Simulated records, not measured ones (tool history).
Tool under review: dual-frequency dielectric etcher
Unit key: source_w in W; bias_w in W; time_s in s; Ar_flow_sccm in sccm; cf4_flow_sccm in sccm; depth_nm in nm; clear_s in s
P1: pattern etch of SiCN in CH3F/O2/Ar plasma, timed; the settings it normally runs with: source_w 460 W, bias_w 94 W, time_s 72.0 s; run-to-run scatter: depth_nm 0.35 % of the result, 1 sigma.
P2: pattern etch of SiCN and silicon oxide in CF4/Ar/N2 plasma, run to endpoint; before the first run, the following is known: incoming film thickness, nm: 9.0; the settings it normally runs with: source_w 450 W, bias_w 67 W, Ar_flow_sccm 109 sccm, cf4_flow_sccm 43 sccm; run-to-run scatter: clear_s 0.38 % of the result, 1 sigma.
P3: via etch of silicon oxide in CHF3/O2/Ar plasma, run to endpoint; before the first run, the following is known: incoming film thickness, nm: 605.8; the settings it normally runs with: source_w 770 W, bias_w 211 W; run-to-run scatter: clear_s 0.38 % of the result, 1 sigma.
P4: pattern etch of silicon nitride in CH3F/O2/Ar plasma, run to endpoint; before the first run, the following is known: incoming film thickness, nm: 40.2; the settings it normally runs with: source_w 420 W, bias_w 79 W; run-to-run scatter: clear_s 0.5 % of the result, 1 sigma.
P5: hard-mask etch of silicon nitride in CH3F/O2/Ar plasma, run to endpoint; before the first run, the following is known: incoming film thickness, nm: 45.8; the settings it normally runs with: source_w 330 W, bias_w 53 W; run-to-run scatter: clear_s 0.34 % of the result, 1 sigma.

| run | hour | process | source_w | bias_w | time_s | Ar_flow_sccm | cf4_flow_sccm | hours since the last wet clean | hours since the last source power generator calibration | hours since the last bias power generator calibration | depth_nm | clear_s |
|---|---|---|---|---|---|---|---|---|---|---|---|---|
| 1 | 11.1 | P1 | 460 | 94 | 72.0 |  |  | 117.1 | 977.1 | 2023.5 | 29.579 |  |
| 2 | 23.9 | P1 | 320 | 94 | 72.0 |  |  | 129.9 | 989.9 | 2036.3 | 25.993 |  |
| 3 | 37.8 | P5 | 450 | 53 |  |  |  | 143.8 | 1003.8 | 2050.2 |  | 68.6700 |
| 4 | 48.9 | P3 | 770 | 261 |  |  |  | 154.9 | 1014.9 | 2061.3 |  | 252.8300 |
| 5 | 59.1 | P1 | 460 | 94 | 46.5 |  |  | 165.1 | 1025.1 | 2071.5 | 19.177 |  |
| 6 | 66.8 | P1 | 460 | 94 | 72.0 |  |  | 172.8 | 1032.8 | 2079.2 | 29.589 |  |
| 7 | 76.3 | P1 | 460 | 94 | 72.0 |  |  | 182.3 | 1042.3 | 2088.7 | 29.611 |  |
| 8 | 87.2 | P5 | 330 | 70 |  |  |  | 193.2 | 1053.2 | 2099.6 |  | 70.2760 |
| 9 | 95.8 | P1 | 460 | 94 | 93.5 |  |  | 201.8 | 1061.8 | 2108.2 | 38.428 |  |
| 10 | 108.2 | P5 | 330 | 53 |  |  |  | 214.2 | 1074.2 | 2120.6 |  | 77.8090 |
| 11 | 122.3 | P1 | 360 | 94 | 104.0 |  |  | 228.3 | 1088.3 | 2134.7 | 39.273 |  |
| 12 | 136.2 | P4 | 250 | 79 |  |  |  | 242.2 | 1102.2 | 2148.6 |  | 65.7930 |
|  | 146.9 | wet clean of the chamber |
| 13 | 149.9 | P1 | 460 | 94 | 72.0 |  |  | 3.1 | 1115.9 | 2162.3 | 29.676 |  |
| 14 | 162.4 | P2 | 450 | 67 |  | 134 | 43 | 15.6 | 1128.4 | 2174.8 |  | 12.0920 |
| 15 | 171.5 | P1 | 460 | 133 | 72.0 |  |  | 24.7 | 1137.5 | 2183.9 | 34.181 |  |
| 16 | 180.3 | P1 | 620 | 94 | 72.0 |  |  | 33.5 | 1146.3 | 2192.7 | 33.200 |  |
| 17 | 193.6 | P1 | 460 | 94 | 72.0 |  |  | 46.8 | 1159.6 | 2206.0 | 29.764 |  |
| 18 | 208.0 | P2 | 450 | 79 |  | 109 | 43 | 61.2 | 1174.0 | 2220.4 |  | 11.0210 |
|  | 215.4 | source power generator calibrated |
| 19 | 219.5 | P4 | 420 | 79 |  |  |  | 72.7 | 4.1 | 2231.9 |  | 54.5230 |
| 20 | 229.8 | P3 | 470 | 211 |  |  |  | 83.0 | 14.4 | 2242.2 |  | 329.3700 |
| 21 | 239.6 | P2 | 450 | 67 |  | 109 | 43 | 92.8 | 24.2 | 2252.0 |  | 11.7770 |
| 22 | 249.7 | P1 | 460 | 56 | 72.0 |  |  | 102.9 | 34.3 | 2262.1 | 24.658 |  |
| 23 | 261.4 | P2 | 450 | 67 |  | 109 | 26 | 114.6 | 46.0 | 2273.8 |  | 12.8010 |
| 24 | 271.7 | P2 | 560 | 67 |  | 109 | 43 | 124.9 | 56.3 | 2284.1 |  | 9.6915 |
| 25 | 284.2 | P4 | 420 | 79 |  |  |  | 137.4 | 68.8 | 2296.6 |  | 54.7590 |
| 26 | 297.2 | P5 | 330 | 53 |  |  |  | 150.4 | 81.8 | 2309.6 |  | 77.2900 |
| 27 | 308.5 | P1 | 460 | 64 | 102.0 |  |  | 161.7 | 93.1 | 2320.9 | 36.876 |  |
| 28 | 318.0 | P3 | 770 | 211 |  |  |  | 171.2 | 102.6 | 2330.4 |  | 272.8600 |
| 29 | 331.0 | P4 | 420 | 105 |  |  |  | 184.2 | 115.6 | 2343.4 |  | 49.7130 |
| 30 | 344.0 | P1 | 460 | 94 | 72.0 |  |  | 197.2 | 128.6 | 2356.4 | 29.717 |  |
| 31 | 352.8 | P1 | 460 | 94 | 72.0 |  |  | 206.0 | 137.4 | 2365.2 | 29.456 |  |
| 32 | 366.2 | P1 | 460 | 94 | 72.0 |  |  | 219.4 | 150.8 | 2378.6 | 29.492 |  |
| 33 | 376.9 | P1 | 460 | 94 | 72.0 |  |  | 230.1 | 161.5 | 2389.3 | 29.481 |  |
| 34 | 390.4 | P1 | 460 | 94 | 72.0 |  |  | 243.6 | 175.0 | 2402.8 | 29.363 |  |
| 35 | 404.6 | P1 | 460 | 94 | 72.0 |  |  | 257.8 | 189.2 | 2417.0 | 29.218 |  |
|  | 406.7 | wet clean of the chamber |
| 36 | 419.0 | P1 | 460 | 94 | 72.0 |  |  | 12.3 | 203.6 | 2431.4 | 29.068 |  |
| 37 | 430.0 | P1 | 460 | 94 | 72.0 |  |  | 23.3 | 214.6 | 2442.4 | 29.385 |  |
| 38 | 438.5 | P1 | 460 | 94 | 72.0 |  |  | 31.8 | 223.1 | 2450.9 | 29.178 |  |
| 39 | 450.7 | P1 | 460 | 94 | 72.0 |  |  | 44.0 | 235.3 | 2463.1 | 29.062 |  |
| 40 | 463.3 | P1 | 460 | 94 | 72.0 |  |  | 56.6 | 247.9 | 2475.7 | 29.045 |  |
| 41 | 470.7 | P1 | 460 | 94 | 72.0 |  |  | 64.0 | 255.3 | 2483.1 | 29.310 |  |

P1 no longer gives what it gave before; its output has crept away from where it was. The following 2 causes, each at its listed size, fit the log equally well:
A: source power that arrives under what is set, % = 4.68
B: bias power that arrives under what is set, % = 4.71
The onset of the drift is placed at about hour 344.0.
What rules out each remaining cause:
chamber walls in a state that lowers the etch rate, %: serviced after onset, at hour 406.7, with no recovery of the prior output

You are offered 4 check runs, listed below with question marks in place of their results; each one averages 2 wafers. Which run separates the listed causes by giving clearly different results for each?
| check 1 | 478.1 | P2 | 450 | 67 |  | 109 | 27 |  |  |  |  | ? |
| check 2 | 478.1 | P5 | 450 | 69 |  |  |  |  |  |  |  | ? |
| check 3 | 478.1 | P3 | 540 | 247 |  |  |  |  |  |  |  | ? |
| check 4 | 478.1 | P4 | 260 | 100 |  |  |  |  |  |  |  | ? |

What each check would give under each cause:
| check | result | if A | if B |
|---|---|---|---|
| check 1 | clear_s | 13.2060 | 12.9150 |
| check 2 | clear_s | 64.1630 | 64.0260 |
| check 3 | clear_s | 300.6000 | 300.3800 |
| check 4 | clear_s | 61.1500 | 61.1760 |
Minimum pairwise separation of causes per check, each pair taken at its best-separating result: check 1 2.23 %; check 2 0.21 %; check 3 0.07 %; check 4 0.04 %
The other checks would show nearly matching results whichever cause is true, so check 1 is the only one that separates the causes.

Running check 1 produced the following: clear_s 12.8970 s. Which one of the listed causes fits?

It is B: bias power that arrives under what is set, %.
